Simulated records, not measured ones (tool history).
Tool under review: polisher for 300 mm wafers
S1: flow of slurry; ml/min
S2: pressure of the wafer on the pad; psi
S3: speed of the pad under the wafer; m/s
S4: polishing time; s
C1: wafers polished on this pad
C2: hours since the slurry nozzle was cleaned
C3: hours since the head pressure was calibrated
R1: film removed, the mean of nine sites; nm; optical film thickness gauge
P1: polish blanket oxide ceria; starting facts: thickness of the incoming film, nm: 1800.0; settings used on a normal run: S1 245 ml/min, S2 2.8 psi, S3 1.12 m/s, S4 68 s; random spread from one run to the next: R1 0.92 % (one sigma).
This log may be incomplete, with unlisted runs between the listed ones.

run   hour   S1   S2    S3   S4    C1     C2     C3      R1
  1   16.8  245  2.8  1.12   68   465  209.3  365.2  322.59
      27.9  -- slurry nozzle cleaned
  2     28  145  2.8  1.12   68   597    0.2  376.4  293.67
  3   38.9  245  1.9  1.12   68   726   11.1  387.3   214.4
  4   49.7  245  2.8  1.12  102   853   21.9  398.1  477.18
  5   60.5  245  2.8  1.12   68   981   32.7  408.9  314.05
  6   76.5  245  2.8  0.52   52  1169   48.7  424.9  111.73
  7   90.5  245  4.4  1.12   68  1335   62.7  438.9  495.67
  8   99.2  245  2.8  0.68   88  1437   71.4  447.6  246.31
  9  111.4  245  2.8  1.68   68  1581   83.6  459.8  470.16
 10  129.6  245  2.8  0.56   68  1796  101.8    478  158.39
 11  138.5  245  2.8  1.12   68  1901  110.7  486.9  311.92
 12  155.5  245  2.8  1.12   68  2101  127.7  503.9  314.35
 13  170.7  160  2.8  1.12   48  2281  142.9  519.1  209.43
 14  181.6  245  2.8  1.12   36  2409  153.8    530  166.84
 15  196.1  380  2.8  1.12   68  2580  168.3  544.5   335.3
 16  214.7  245  2.8  1.12   68  2800  186.9  563.1  313.48
 17  228.4  245  2.8  1.12   68  2962  200.6  576.8   308.2
 18  239.2  245  2.8  1.12   68  3089  211.4  587.6  302.87
     250.6  -- head pressure recalibrated
 19  257.6  245  2.8  1.12   68  3306  229.8    7.1  299.47
 20  274.6  245  2.8  1.12   68  3507  246.8   24.1  297.38

Predict the results of run 21:
 21  288.1  245  2.8  1.12  68  3666  260.3  37.6   ?

R1: 294.52 nm

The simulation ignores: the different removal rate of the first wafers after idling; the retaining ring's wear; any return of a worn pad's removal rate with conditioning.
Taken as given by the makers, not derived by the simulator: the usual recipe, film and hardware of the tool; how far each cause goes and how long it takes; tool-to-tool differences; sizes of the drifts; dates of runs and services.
